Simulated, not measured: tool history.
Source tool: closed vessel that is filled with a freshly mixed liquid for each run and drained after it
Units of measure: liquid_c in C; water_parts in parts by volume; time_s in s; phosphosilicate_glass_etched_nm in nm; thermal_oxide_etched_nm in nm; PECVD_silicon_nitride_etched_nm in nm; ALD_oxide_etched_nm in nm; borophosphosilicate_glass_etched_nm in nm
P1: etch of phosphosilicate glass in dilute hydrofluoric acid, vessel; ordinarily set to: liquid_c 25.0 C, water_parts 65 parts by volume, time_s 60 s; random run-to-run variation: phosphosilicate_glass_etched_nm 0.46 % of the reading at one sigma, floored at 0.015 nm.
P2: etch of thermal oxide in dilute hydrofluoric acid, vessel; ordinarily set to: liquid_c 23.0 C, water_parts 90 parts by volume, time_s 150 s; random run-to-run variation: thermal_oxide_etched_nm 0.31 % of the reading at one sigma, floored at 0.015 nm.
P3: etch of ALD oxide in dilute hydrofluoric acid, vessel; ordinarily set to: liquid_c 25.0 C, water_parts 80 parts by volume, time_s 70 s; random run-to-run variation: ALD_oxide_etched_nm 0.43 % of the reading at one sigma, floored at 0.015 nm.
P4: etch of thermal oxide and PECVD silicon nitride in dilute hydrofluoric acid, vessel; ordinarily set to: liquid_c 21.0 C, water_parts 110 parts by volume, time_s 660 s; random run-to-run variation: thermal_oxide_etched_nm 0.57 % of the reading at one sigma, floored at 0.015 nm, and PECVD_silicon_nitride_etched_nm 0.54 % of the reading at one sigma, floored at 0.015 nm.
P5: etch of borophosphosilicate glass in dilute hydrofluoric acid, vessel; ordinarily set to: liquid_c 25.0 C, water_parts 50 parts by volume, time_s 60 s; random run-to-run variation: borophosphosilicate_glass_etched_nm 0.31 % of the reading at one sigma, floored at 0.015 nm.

run,hour,process,liquid_c,water_parts,time_s,phosphosilicate_glass_etched_nm,thermal_oxide_etched_nm,PECVD_silicon_nitride_etched_nm,ALD_oxide_etched_nm,borophosphosilicate_glass_etched_nm
1,17.0,P1,25.0,65,60,171.200,,,,
2,26.8,P4,21.0,175,660,,14.1170,9.2070,,
3,37.6,P2,23.0,55,150,,13.0080,,,
4,45.8,P1,25.0,35,60,332.160,,,,
5,62.5,P2,23.0,90,150,,7.5842,,,
6,70.2,P2,23.0,90,45,,2.3120,,,
7,81.9,P1,18.5,65,60,130.480,,,,
8,98.0,P4,21.0,110,340,,12.3250,7.4691,,
9,111.1,P3,25.0,80,70,,,,20.354,
10,120.4,P3,25.0,35,70,,,,48.878,
11,134.4,P4,27.5,110,660,,30.8700,22.3580,,
12,142.2,P1,25.0,65,60,171.670,,,,
13,149.9,P2,23.0,90,150,,7.6190,,,
14,166.9,P1,25.0,65,115,329.530,,,,
15,178.3,P5,25.0,50,30,,,,,30.488
16,191.6,P3,25.0,80,70,,,,20.308,
17,209.1,P1,25.0,65,60,170.990,,,,
18,222.2,P1,25.0,65,60,170.440,,,,
19,235.0,P5,25.0,50,60,,,,,60.883
20,251.3,P3,30.5,80,70,,,,25.113,
21,264.7,P1,33.0,65,60,234.320,,,,
22,279.5,P2,30.5,90,150,,10.1960,,,
23,295.2,P1,28.5,40,60,334.110,,,,
24,304.2,P3,25.0,80,130,,,,37.443,
25,316.2,P1,25.0,95,60,112.280,,,,
26,324.4,P5,21.0,50,60,,,,,51.692
27,336.2,P5,25.0,85,60,,,,,34.216
28,345.6,P5,25.0,50,60,,,,,61.117
29,361.8,P1,25.0,30,110,715.530,,,,
30,371.0,P1,25.0,65,30,85.763,,,,
31,381.2,P4,21.0,110,660,,23.9990,14.4460,,
32,391.5,P4,21.0,110,660,,23.9330,14.5030,,
33,404.5,P1,25.0,65,60,172.130,,,,
34,413.1,P1,25.0,65,60,169.230,,,,
35,430.6,P1,25.0,65,60,163.740,,,,
36,441.1,P1,25.0,65,60,162.140,,,,

Forecast run 37:
37,451.5,P1,25.0,65,60,?,,,,

Run 37 measured phosphosilicate_glass_etched_nm 162.180 nm.
